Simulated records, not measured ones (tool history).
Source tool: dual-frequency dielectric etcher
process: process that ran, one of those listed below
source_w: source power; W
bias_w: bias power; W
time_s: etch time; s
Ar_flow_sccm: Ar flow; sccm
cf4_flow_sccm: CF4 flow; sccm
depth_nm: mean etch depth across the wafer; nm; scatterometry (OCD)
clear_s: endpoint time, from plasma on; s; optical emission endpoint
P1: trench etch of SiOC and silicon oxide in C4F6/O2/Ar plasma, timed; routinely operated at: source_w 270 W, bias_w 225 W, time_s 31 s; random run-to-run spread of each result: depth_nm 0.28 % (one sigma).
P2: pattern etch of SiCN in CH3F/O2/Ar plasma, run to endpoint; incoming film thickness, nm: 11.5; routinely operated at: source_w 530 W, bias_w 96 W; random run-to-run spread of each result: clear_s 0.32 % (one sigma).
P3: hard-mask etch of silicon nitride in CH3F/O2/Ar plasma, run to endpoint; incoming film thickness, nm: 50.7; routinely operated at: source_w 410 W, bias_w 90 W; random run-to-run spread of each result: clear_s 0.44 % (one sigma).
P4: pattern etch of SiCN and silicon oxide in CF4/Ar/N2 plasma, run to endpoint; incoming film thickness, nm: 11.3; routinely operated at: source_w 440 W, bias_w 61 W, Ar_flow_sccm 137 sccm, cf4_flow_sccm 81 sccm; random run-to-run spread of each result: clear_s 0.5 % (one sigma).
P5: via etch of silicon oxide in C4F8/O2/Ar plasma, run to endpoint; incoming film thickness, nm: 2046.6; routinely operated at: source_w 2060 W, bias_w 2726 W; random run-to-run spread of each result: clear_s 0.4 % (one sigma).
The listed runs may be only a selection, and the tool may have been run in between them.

run,day,process,source_w,bias_w,time_s,Ar_flow_sccm,cf4_flow_sccm,depth_nm,clear_s
1,0.188,P1,270,225,31,,,55.795,
2,0.567,P3,410,90,,,,,66.434
3,0.788,P1,270,225,31,,,55.670,
4,1.075,P5,2060,2071,,,,,390.830
5,1.346,P3,410,55,,,,,78.418
6,1.675,P1,270,225,31,,,55.641,
7,2.012,P2,530,96,,,,,24.594
8,2.238,P1,270,277,31,,,59.627,
9,2.450,P5,2060,2726,,,,,361.700
10,2.700,P5,2060,2726,,,,,363.220
11,2.921,P4,440,75,,137,81,,13.512
12,3.288,P3,560,90,,,,,58.173
13,3.608,P2,530,76,,,,,26.686
14,3.933,P1,160,225,31,,,45.573,
15,4.300,P1,270,225,31,,,55.445,
16,4.550,P5,1430,2726,,,,,417.420
17,4.942,P1,270,225,31,,,55.764,
18,5.308,P1,270,263,46,,,86.521,
19,5.508,P2,530,96,,,,,24.328
20,5.708,P1,270,225,31,,,55.575,
21,6.033,P1,270,225,31,,,55.446,
22,6.362,P1,270,225,46,,,82.585,
23,6.738,P4,440,61,,137,81,,14.562
24,6.925,P2,390,96,,,,,27.206

Run 25, settings as shown, results not yet in. Your forecast:
25,7.158,P1,270,142,31,,,?,

{"run 25": {"depth_nm": 47.69}}
